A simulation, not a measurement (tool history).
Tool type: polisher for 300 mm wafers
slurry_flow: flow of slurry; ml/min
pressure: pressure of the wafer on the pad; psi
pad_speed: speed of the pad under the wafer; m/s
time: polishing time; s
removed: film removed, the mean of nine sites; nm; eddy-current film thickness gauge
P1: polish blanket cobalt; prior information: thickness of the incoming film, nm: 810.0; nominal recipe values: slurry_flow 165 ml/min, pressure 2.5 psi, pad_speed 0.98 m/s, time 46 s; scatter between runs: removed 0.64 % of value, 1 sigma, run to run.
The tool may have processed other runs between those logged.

| run | hour | slurry_flow | pressure | pad_speed | time | wafers polished on this pad | hours since the slurry nozzle was cleaned | hours since the head pressure was calibrated | removed |
|---|---|---|---|---|---|---|---|---|---|
| 1 | 10.5 | 165 | 2.5 | 0.98 | 46 | 917 | 251.6 | 267.8 | 318.92 |
| 2 | 21.7 | 165 | 2.5 | 0.98 | 46 | 996 | 262.8 | 279 | 312.78 |
| 3 | 36.1 | 100 | 2.5 | 0.98 | 46 | 1096 | 277.2 | 293.4 | 287.37 |
| 4 | 54.4 | 165 | 3.7 | 0.98 | 46 | 1224 | 295.5 | 311.7 | 470.14 |
| 5 | 63.1 | 165 | 2.5 | 0.98 | 67 | 1285 | 304.2 | 320.4 | 458.92 |
| 6 | 78.5 | 165 | 2.5 | 0.98 | 46 | 1392 | 319.6 | 335.8 | 315.28 |
| 7 | 95.7 | 165 | 2.5 | 0.54 | 46 | 1513 | 336.8 | 353 | 174.43 |
| 8 | 111.7 | 240 | 2.5 | 0.98 | 46 | 1624 | 352.8 | 369 | 329.64 |
| 9 | 123.7 | 165 | 1.6 | 0.98 | 46 | 1708 | 364.8 | 381 | 203.39 |
|  | 133.3 | worn pad replaced by a new one |
| 10 | 139.8 | 165 | 2.5 | 1.4 | 46 | 45 | 380.9 | 397.1 | 450.87 |
| 11 | 151.7 | 165 | 2.5 | 0.98 | 46 | 128 | 392.8 | 409 | 314.4 |
| 12 | 166.9 | 165 | 1.1 | 1.48 | 46 | 235 | 408 | 424.2 | 207.25 |
| 13 | 175.1 | 245 | 2.5 | 0.98 | 32 | 292 | 416.2 | 432.4 | 229.95 |
| 14 | 192.5 | 165 | 2.5 | 0.98 | 46 | 413 | 433.6 | 449.8 | 314.76 |
| 15 | 201.6 | 165 | 2.5 | 0.98 | 34 | 477 | 442.7 | 458.9 | 234.02 |
| 16 | 216.8 | 165 | 2.5 | 0.98 | 46 | 583 | 457.9 | 474.1 | 317.47 |
| 17 | 225.2 | 165 | 2.5 | 0.98 | 46 | 642 | 466.3 | 482.5 | 311.39 |
| 18 | 237.5 | 165 | 2.5 | 0.98 | 46 | 728 | 478.6 | 494.8 | 300.95 |
| 19 | 251.7 | 165 | 2.5 | 0.98 | 46 | 827 | 492.8 | 509 | 292.9 |
| 20 | 261 | 165 | 2.5 | 0.98 | 46 | 892 | 502.1 | 518.3 | 291.94 |
|  | 269.4 | worn pad replaced by a new one |
| 21 | 276.4 | 165 | 2.5 | 0.98 | 46 | 49 | 517.5 | 533.7 | 291.03 |
| 22 | 289.2 | 165 | 2.5 | 0.98 | 46 | 138 | 530.3 | 546.5 | 286.84 |
| 23 | 303.9 | 165 | 2.5 | 0.98 | 46 | 241 | 545 | 561.2 | 287.11 |
| 24 | 313.4 | 165 | 2.5 | 0.98 | 46 | 307 | 554.5 | 570.7 | 287.24 |
| 25 | 327.9 | 165 | 2.5 | 0.98 | 46 | 408 | 569 | 585.2 | 285.97 |
| 26 | 336.7 | 165 | 2.5 | 0.98 | 46 | 470 | 577.8 | 594 | 285.79 |
| 27 | 348.9 | 165 | 2.5 | 0.98 | 46 | 555 | 590 | 606.2 | 287.93 |

What P1 gives has crept away from where it was. These 2 causes fit the log equally well, each at the size given:
A: slurry flow missing at the pad, % = 39.4
B: head's pressure below its setpoint, % = 9.57
The creep began at about hour 216.8.
Excluded causes, each with its reason:
removal rate lost through wear of the pad, %: maintenance at hour 269.4, after the shift began, did not return the process to its former output

4 check runs are offered, each on 3 wafers whose results are averaged, their results left as question marks. Which one tells the causes apart?
| check 1 | 361.1 | 165 | 2.5 | 0.74 | 46 |  |  |  | ? |
| check 2 | 361.1 | 125 | 2.5 | 1.32 | 46 |  |  |  | ? |
| check 3 | 361.1 | 165 | 3.2 | 1.2 | 46 |  |  |  | ? |
| check 4 | 361.1 | 165 | 2.5 | 1.38 | 46 |  |  |  | ? |

Check results expected under each cause:
| check | result | if A | if B |
|---|---|---|---|
| check 1 | removed | 215.44 | 215.42 |
| check 2 | removed | 355.38 | 365.5 |
| check 3 | removed | 447.18 | 447.14 |
| check 4 | removed | 401.76 | 401.73 |
Distance between the nearest two causes, measured in the result of the check that separates them most: check 1 0.01 %; check 2 2.81 %; check 3 0.01 %; check 4 0.01 %
Check 2 tells the causes apart: in the others they would give nearly the same result.

Check 2 was then run and gave: removed 364.78 nm. Which cause is it?

It was cause B: head's pressure below its setpoint, %.
